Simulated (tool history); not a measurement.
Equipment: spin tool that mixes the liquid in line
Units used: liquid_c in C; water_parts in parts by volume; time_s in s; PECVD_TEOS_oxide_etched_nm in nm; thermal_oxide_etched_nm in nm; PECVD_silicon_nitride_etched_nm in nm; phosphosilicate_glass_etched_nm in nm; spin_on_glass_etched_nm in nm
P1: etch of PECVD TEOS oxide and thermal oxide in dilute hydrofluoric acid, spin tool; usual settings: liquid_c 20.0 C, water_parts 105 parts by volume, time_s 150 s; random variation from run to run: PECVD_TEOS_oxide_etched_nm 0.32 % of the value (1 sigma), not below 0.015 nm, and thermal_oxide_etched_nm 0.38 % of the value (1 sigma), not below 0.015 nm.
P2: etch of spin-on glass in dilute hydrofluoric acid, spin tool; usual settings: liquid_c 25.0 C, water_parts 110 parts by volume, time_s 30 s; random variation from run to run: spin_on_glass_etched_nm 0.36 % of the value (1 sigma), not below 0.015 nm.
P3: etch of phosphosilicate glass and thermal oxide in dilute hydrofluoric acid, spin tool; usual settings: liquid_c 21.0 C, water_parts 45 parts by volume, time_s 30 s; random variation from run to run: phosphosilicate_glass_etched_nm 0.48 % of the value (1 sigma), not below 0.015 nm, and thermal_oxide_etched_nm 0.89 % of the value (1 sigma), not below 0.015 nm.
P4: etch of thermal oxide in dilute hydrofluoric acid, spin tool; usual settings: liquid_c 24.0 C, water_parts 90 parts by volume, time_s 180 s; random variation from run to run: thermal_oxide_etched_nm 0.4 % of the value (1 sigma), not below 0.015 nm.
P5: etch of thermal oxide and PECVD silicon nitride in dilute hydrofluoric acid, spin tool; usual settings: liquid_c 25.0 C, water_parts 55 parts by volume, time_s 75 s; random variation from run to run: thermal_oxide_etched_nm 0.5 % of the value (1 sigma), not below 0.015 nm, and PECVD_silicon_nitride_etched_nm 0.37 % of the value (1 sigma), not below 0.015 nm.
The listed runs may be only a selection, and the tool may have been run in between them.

run	hour	process	liquid_c	water_parts	time_s	hours since the thermometer was replaced	hours since the hydrofluoric acid flow meter was replaced	PECVD_TEOS_oxide_etched_nm	thermal_oxide_etched_nm	PECVD_silicon_nitride_etched_nm	phosphosilicate_glass_etched_nm	spin_on_glass_etched_nm
1	6.4	P1	20.0	105	150	1367.9	425.0	12.3890	5.51800			
2	17.9	P1	20.0	105	250	1379.4	436.5	20.7980	9.18850			
3	28.6	P5	25.0	55	75	1390.1	447.2		7.53240	8.3283		
4	37.0	P1	17.0	105	150	1398.5	455.6	11.0270	4.87860			
5	48.9	P1	20.0	105	15	1410.4	467.5	1.2553	0.54337			
6	58.0	P5	25.0	55	75	1419.5	476.6		7.45980	8.3272		
7	67.1	P1	26.0	60	150	1428.6	485.7	29.3570	13.10700			
8	77.7	P3	21.0	45	30	1439.2	496.3		3.14700		63.060	
9	86.5	P4	24.0	90	180	1448.0	505.1		9.78610			
10	95.6	P1	20.0	60	150	1457.1	514.2	22.9700	10.20800			
11	103.2	P4	24.0	90	15	1464.7	521.8		0.78781			
12	115.7	P5	25.0	55	110	1477.2	534.3		11.06500	12.1200		
13	124.6	P3	17.0	45	30	1486.1	543.2		2.66260		52.558	
14	138.6	P3	21.0	80	30	1500.1	557.2		1.68070		33.642	
15	149.6	P1	20.0	180	150	1511.1	568.2	6.6440	2.98280			
16	160.3	P5	18.0	55	75	1521.8	578.9		5.60330	5.0946		
17	174.5	P1	26.5	105	150	1536.0	593.1	16.1040	7.21280			
18	187.5	P3	21.0	45	15	1549.0	606.1		1.55860		31.785	
19	197.9	P1	20.0	105	150	1559.4	616.5	12.4940	5.49390			
20	211.1	P2	25.0	110	30	1572.6	629.7					9.1262
21	224.9	P1	25.5	160	150	1586.4	643.5	9.4594	4.24830			
22	235.2	P1	20.0	105	150	1596.7	653.8	12.4350	5.58950			
23	248.6	P4	24.0	90	180	1610.1	667.2		9.81580			
24	257.5	P1	20.0	105	150	1619.0	676.1	12.3950	5.53760			
25	265.2	P4	28.0	90	180	1626.7	683.8		11.41300			
26	277.2	P2	25.0	190	30	1638.7	695.8					4.7936
27	288.1	P2	25.0	110	60	1649.6	706.7					18.1720
28	298.6	P1	20.0	105	150	1660.1	717.2	12.4410	5.50630			
29	307.5	P1	20.0	105	150	1669.0	726.1	12.3950	5.57200			
30	319.3	P5	25.0	20	75	1680.8	737.9		21.67600	22.0850		
31	326.7	P2	19.5	110	30	1688.2	745.3					7.3124
32	336.1	P2	25.0	110	30	1697.6	754.7					9.1154
33	347.9	P4	24.0	30	180	1709.4	766.5		31.60200			
34	359.2	P1	20.0	105	150	1720.7	777.8	12.3800	5.56400			
35	365.6	P1	20.0	105	150	1727.1	784.2	12.2840	5.47120			
36	375.9	P1	20.0	105	150	1737.4	794.5	12.1020	5.37830			
37	388.3	P1	20.0	105	150	1749.8	806.9	11.9230	5.31690			
38	399.1	P1	20.0	105	150	1760.6	817.7	11.8990	5.25760			
39	410.1	P1	20.0	105	150	1771.6	828.7	11.7680	5.28260			
40	422.7	P1	20.0	105	150	1784.2	841.3	11.7450	5.26200			
41	436.5	P1	20.0	105	150	1798.0	855.1	11.8050	5.23740			
42	443.5	P1	20.0	105	150	1805.0	862.1	11.7330	5.22560			
43	455.5	P1	20.0	105	150	1817.0	874.1	11.6490	5.21840			
44	466.8	P1	20.0	105	150	1828.3	885.4	11.6690	5.20690			
45	473.7	P1	20.0	105	150	1835.2	892.3	11.6430	5.23310			

What P1 gives has crept away from where it was. These 2 causes fit the log equally well, each at the size given:
A: liquid colder than its thermometer reads (K) = 1.51
B: hydrofluoric acid flow below the setpoint (%) = 5.39
Onset of the creep was near hour 359.2.

Which of the 4 check runs listed below separates the causes, so that each cause would produce a clearly different result? Each run uses one wafer, and its results are marked with question marks.
check 1	480.6	P2	25.0	110	30							?
check 2	480.6	P3	21.0	45	30				?		?	
check 3	480.6	P4	24.0	90	180				?			
check 4	480.6	P5	25.0	55	75				?	?		

How each check would come out, cause by cause:
check	result	if A	if B
check 1	spin_on_glass_etched_nm	8.5864	8.5529
check 2	thermal_oxide_etched_nm	2.91500	2.93180
check 2	phosphosilicate_glass_etched_nm	59.017	59.357
check 3	thermal_oxide_etched_nm	9.18240	9.17190
check 4	thermal_oxide_etched_nm	7.05790	7.07350
check 4	PECVD_silicon_nitride_etched_nm	7.4842	7.8445
Distance between the nearest two causes, measured in the result of the check that separates them most: check 1 0.39 %; check 2 0.57 %; check 3 0.11 %; check 4 4.7 %
Check 4 distinguishes between the causes, while the remaining checks would return nearly the same result for all of them.

Then check 4 was run and gave: thermal_oxide_etched_nm 7.06460 nm; PECVD_silicon_nitride_etched_nm 7.8520 nm. Which cause is it?

The cause is B: hydrofluoric acid flow below the setpoint (%).

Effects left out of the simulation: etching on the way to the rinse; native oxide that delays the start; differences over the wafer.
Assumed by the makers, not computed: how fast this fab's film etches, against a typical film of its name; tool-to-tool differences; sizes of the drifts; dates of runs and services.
